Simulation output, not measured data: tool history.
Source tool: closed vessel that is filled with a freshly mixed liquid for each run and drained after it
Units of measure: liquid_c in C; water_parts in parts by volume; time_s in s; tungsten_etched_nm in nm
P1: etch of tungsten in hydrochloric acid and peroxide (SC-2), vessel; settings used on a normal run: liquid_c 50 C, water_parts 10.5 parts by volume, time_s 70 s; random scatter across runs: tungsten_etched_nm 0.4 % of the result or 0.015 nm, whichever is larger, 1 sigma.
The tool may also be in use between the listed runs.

run	day	liquid_c	water_parts	time_s	hours since the thermometer was replaced	hours since the chemicals flow meter was replaced	hours since the drum of peroxide was connected	tungsten_etched_nm
1	0.296	50	10.5	70	437.2	1069.3	578.3	7.6941
2	0.583	50	14	115	444.1	1076.2	585.2	9.8966
3	0.942	50	16	70	452.7	1084.8	593.8	5.2794
4	1.267	50	4	70	460.5	1092.6	601.6	15.926
5	1.671	58.5	10.5	70	470.2	1102.3	611.3	13.336
6	2.05	50	10.5	70	479.3	1111.4	620.4	7.6574
7	2.325	50	10.5	70	485.9	1118	627	7.6445
# day 2.342: new drum of peroxide connected
8	2.775	38.5	10.5	70	496.7	1128.8	10.4	3.4589
9	3.046	50	10.5	110	503.2	1135.3	16.9	11.998
10	3.483	50	10.5	70	513.7	1145.8	27.4	7.6756
11	3.804	50	10.5	30	521.4	1153.5	35.1	3.2781
12	4.079	50	10.5	70	528	1160.1	41.7	7.6386
13	4.388	50	10.5	70	535.4	1167.5	49.1	7.8179
14	4.917	50	10.5	70	548.1	1180.2	61.8	8.0597
15	5.383	50	10.5	70	559.3	1191.4	73	8.1981
16	5.729	50	10.5	70	567.6	1199.7	81.3	8.2086
17	6.021	50	10.5	70	574.6	1206.7	88.3	8.263
18	6.3	50	10.5	70	581.3	1213.4	95	8.2277
19	6.788	50	10.5	70	593	1225.1	106.7	8.2659
20	7.075	50	10.5	70	599.9	1232	113.6	8.2696
21	7.454	50	10.5	70	609	1241.1	122.7	8.2844
22	7.971	50	10.5	70	621.4	1253.5	135.1	8.3354

The log shows P1 creeping away from where it was. Any of the 2 causes listed here, at the size stated for it, fits the log just as well as the others:
A: chemicals flow above the setpoint (%) = 9.98
B: liquid hotter than its thermometer reads (K) = 1.2
Creep in the process output first set in at about day 4.079.
The rest of the possible causes, and what rules out each one:
peroxide weaker than its label (%): at its largest 8, which would move tungsten_etched_nm by -7.4 %, too little to match the creep or of the wrong sign

Of the 4 check runs below, each run on 2 wafers with the results averaged and each result still a question mark, which one would tell the listed causes apart?
check 1	8.488	39.5	4	70				?
check 2	8.488	50	7.5	70				?
check 3	8.488	55.5	10.5	70				?
check 4	8.488	42	10.5	70				?

Predicted outcomes, by check and by cause:
check	result	if A	if B
check 1	tungsten_etched_nm	8.2494	8.4391
check 2	tungsten_etched_nm	10.872	10.93
check 3	tungsten_etched_nm	11.909	11.882
check 4	tungsten_etched_nm	4.8053	4.827
Separation of the two closest causes in each check, using whichever result separates them best: check 1 2.27 %; check 2 0.53 %; check 3 0.22 %; check 4 0.45 %
Check 1 is the one run that separates the causes; every other check would come out nearly the same whichever cause is at work.

Running check 1 produced the following: tungsten_etched_nm 8.2631 nm. Which one of the listed causes fits?

The cause is A: chemicals flow above the setpoint (%).

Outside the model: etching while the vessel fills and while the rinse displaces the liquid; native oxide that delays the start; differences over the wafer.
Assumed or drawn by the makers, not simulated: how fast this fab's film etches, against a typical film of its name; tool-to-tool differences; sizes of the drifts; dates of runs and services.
